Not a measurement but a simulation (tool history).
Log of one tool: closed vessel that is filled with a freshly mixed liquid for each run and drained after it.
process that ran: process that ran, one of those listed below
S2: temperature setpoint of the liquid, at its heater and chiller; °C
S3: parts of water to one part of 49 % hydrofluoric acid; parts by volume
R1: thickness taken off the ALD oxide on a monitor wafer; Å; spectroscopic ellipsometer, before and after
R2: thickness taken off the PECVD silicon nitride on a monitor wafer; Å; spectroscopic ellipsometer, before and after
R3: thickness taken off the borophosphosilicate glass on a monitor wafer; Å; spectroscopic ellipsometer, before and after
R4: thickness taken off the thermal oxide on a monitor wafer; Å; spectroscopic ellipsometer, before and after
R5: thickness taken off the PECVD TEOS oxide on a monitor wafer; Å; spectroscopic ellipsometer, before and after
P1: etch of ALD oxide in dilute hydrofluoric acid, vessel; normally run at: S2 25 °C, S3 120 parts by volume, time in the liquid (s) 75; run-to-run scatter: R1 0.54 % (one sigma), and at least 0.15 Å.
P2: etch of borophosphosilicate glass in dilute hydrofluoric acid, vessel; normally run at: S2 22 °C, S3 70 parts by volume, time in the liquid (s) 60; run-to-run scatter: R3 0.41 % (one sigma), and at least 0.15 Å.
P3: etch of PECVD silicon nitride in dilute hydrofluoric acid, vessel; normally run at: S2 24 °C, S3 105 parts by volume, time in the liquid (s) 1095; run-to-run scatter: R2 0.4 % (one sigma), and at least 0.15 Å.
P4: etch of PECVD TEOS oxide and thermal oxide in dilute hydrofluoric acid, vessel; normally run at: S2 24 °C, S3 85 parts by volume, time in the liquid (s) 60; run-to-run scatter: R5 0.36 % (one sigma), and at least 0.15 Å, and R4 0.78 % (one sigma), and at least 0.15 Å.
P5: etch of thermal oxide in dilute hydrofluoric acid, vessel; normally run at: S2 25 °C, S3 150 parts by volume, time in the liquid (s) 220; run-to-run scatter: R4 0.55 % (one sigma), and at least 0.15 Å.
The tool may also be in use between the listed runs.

{"run": 1, "day": 0.346, "process that ran": "P1", "S2": 25, "S3": 120, "time in the liquid (s)": 75, "R1": 62.278}
{"run": 2, "day": 0.854, "process that ran": "P3", "S2": 24, "S3": 25, "time in the liquid (s)": 1095, "R2": 811.55}
{"run": 3, "day": 1.204, "process that ran": "P1", "S2": 25, "S3": 55, "time in the liquid (s)": 75, "R1": 146.18}
{"run": 4, "day": 1.675, "process that ran": "P1", "S2": 31, "S3": 120, "time in the liquid (s)": 75, "R1": 77.351}
{"run": 5, "day": 2.088, "process that ran": "P2", "S2": 22, "S3": 70, "time in the liquid (s)": 110, "R3": 525.02}
{"run": 6, "day": 2.633, "process that ran": "P5", "S2": 25, "S3": 150, "time in the liquid (s)": 370, "R4": 117.59}
{"run": 7, "day": 3.15, "process that ran": "P3", "S2": 20.5, "S3": 105, "time in the liquid (s)": 1095, "R2": 156.13}
{"run": 8, "day": 3.533, "process that ran": "P3", "S2": 24, "S3": 105, "time in the liquid (s)": 1095, "R2": 198.71}
{"run": 9, "day": 4.096, "process that ran": "P1", "S2": 25, "S3": 120, "time in the liquid (s)": 30, "R1": 24.709}
{"run": 10, "day": 4.392, "process that ran": "P1", "S2": 32, "S3": 50, "time in the liquid (s)": 75, "R1": 216.37}
{"run": 11, "day": 4.729, "process that ran": "P5", "S2": 25, "S3": 205, "time in the liquid (s)": 220, "R4": 48.277}
{"run": 12, "day": 5.288, "process that ran": "P1", "S2": 25, "S3": 210, "time in the liquid (s)": 75, "R1": 31.8}
{"run": 13, "day": 5.729, "process that ran": "P3", "S2": 24, "S3": 105, "time in the liquid (s)": 190, "R2": 34.029}
{"run": 14, "day": 6.208, "process that ran": "P1", "S2": 33, "S3": 120, "time in the liquid (s)": 145, "R1": 161.41}
{"run": 15, "day": 6.729, "process that ran": "P1", "S2": 17.5, "S3": 120, "time in the liquid (s)": 75, "R1": 44.974}
{"run": 16, "day": 7.125, "process that ran": "P4", "S2": 24, "S3": 50, "time in the liquid (s)": 60, "R4": 59.324, "R5": 204.73}
{"run": 17, "day": 7.612, "process that ran": "P5", "S2": 32.5, "S3": 150, "time in the liquid (s)": 220, "R4": 90.29}
{"run": 18, "day": 7.879, "process that ran": "P1", "S2": 25, "S3": 120, "time in the liquid (s)": 75, "R1": 61.603}
{"run": 19, "day": 8.271, "process that ran": "P1", "S2": 25, "S3": 120, "time in the liquid (s)": 75, "R1": 61.5}
{"run": 20, "day": 8.817, "process that ran": "P2", "S2": 22, "S3": 70, "time in the liquid (s)": 60, "R3": 289.87}
{"run": 21, "day": 9.079, "process that ran": "P4", "S2": 24, "S3": 85, "time in the liquid (s)": 60, "R4": 33.273, "R5": 115.19}
{"day": 9.458, "done": "hydrofluoric acid flow meter replaced"}
{"run": 22, "day": 9.642, "process that ran": "P5", "S2": 25, "S3": 150, "time in the liquid (s)": 220, "R4": 69.945}
{"run": 23, "day": 10.067, "process that ran": "P1", "S2": 25, "S3": 120, "time in the liquid (s)": 75, "R1": 62.491}
{"run": 24, "day": 10.583, "process that ran": "P2", "S2": 17, "S3": 70, "time in the liquid (s)": 60, "R3": 234.32}
{"run": 25, "day": 11.104, "process that ran": "P2", "S2": 22, "S3": 110, "time in the liquid (s)": 60, "R3": 176.22}
{"run": 26, "day": 11.438, "process that ran": "P2", "S2": 22, "S3": 70, "time in the liquid (s)": 60, "R3": 290.63}
{"day": 11.712, "done": "thermometer replaced"}
{"run": 27, "day": 11.888, "process that ran": "P4", "S2": 19.5, "S3": 85, "time in the liquid (s)": 60, "R4": 27.921, "R5": 94.694}
{"run": 28, "day": 12.267, "process that ran": "P1", "S2": 25, "S3": 120, "time in the liquid (s)": 75, "R1": 62.119}
{"run": 29, "day": 12.654, "process that ran": "P1", "S2": 25, "S3": 120, "time in the liquid (s)": 130, "R1": 106.81}
{"run": 30, "day": 13.158, "process that ran": "P1", "S2": 25, "S3": 120, "time in the liquid (s)": 75, "R1": 61.444}
{"run": 31, "day": 13.45, "process that ran": "P4", "S2": 24, "S3": 85, "time in the liquid (s)": 30, "R4": 16.698, "R5": 57.428}
{"run": 32, "day": 13.883, "process that ran": "P5", "S2": 25, "S3": 150, "time in the liquid (s)": 220, "R4": 69.617}
{"run": 33, "day": 14.296, "process that ran": "P1", "S2": 25, "S3": 120, "time in the liquid (s)": 75, "R1": 61.723}
{"run": 34, "day": 14.688, "process that ran": "P1", "S2": 25, "S3": 120, "time in the liquid (s)": 75, "R1": 63.663}
{"run": 35, "day": 14.942, "process that ran": "P1", "S2": 25, "S3": 120, "time in the liquid (s)": 75, "R1": 65.136}
{"run": 36, "day": 15.358, "process that ran": "P1", "S2": 25, "S3": 120, "time in the liquid (s)": 75, "R1": 66.179}
{"run": 37, "day": 15.779, "process that ran": "P1", "S2": 25, "S3": 120, "time in the liquid (s)": 75, "R1": 66.544}
{"run": 38, "day": 16.188, "process that ran": "P1", "S2": 25, "S3": 120, "time in the liquid (s)": 75, "R1": 66.653}
{"run": 39, "day": 16.467, "process that ran": "P1", "S2": 25, "S3": 120, "time in the liquid (s)": 75, "R1": 66.25}

What P1 gives has crept away from where it was. These 2 causes fit the log equally well, each at the size given:
A: liquid hotter than its thermometer reads (K) = 1.92
B: hydrofluoric acid flow above the setpoint (%) = 6.63
The creep began at about day 14.296.

4 check runs are offered, one wafer each, their results left as question marks. Which one tells the causes apart?
{"run": "check 1", "day": 16.746, "process that ran": "P4", "S2": 24, "S3": 85, "time in the liquid (s)": 60, "R4": "?", "R5": "?"}
{"run": "check 2", "day": 16.746, "process that ran": "P3", "S2": 24, "S3": 105, "time in the liquid (s)": 1095, "R2": "?"}
{"run": "check 3", "day": 16.746, "process that ran": "P2", "S2": 22, "S3": 70, "time in the liquid (s)": 60, "R3": "?"}
{"run": "check 4", "day": 16.746, "process that ran": "P5", "S2": 25, "S3": 150, "time in the liquid (s)": 220, "R4": "?"}

What each check would give under each cause:
check=check_1 result=R4 if_A=36.123 if_B=35.931
check=check_1 result=R5 if_A=123.72 if_B=123.06
check=check_2 result=R2 if_A=225.32 if_B=211.8
check=check_3 result=R3 if_A=313.43 if_B=310.64
check=check_4 result=R4 if_A=74.956 if_B=75.2
How far apart the two closest causes lie, in the result that separates them most: check 1 0.53 %; check 2 6.19 %; check 3 0.9 %; check 4 0.33 %
Check 2 tells the causes apart: in the others they would give nearly the same result.

Then check 2 was run and gave: R2 212.61 Å. Which cause is it?

It is B: hydrofluoric acid flow above the setpoint (%).
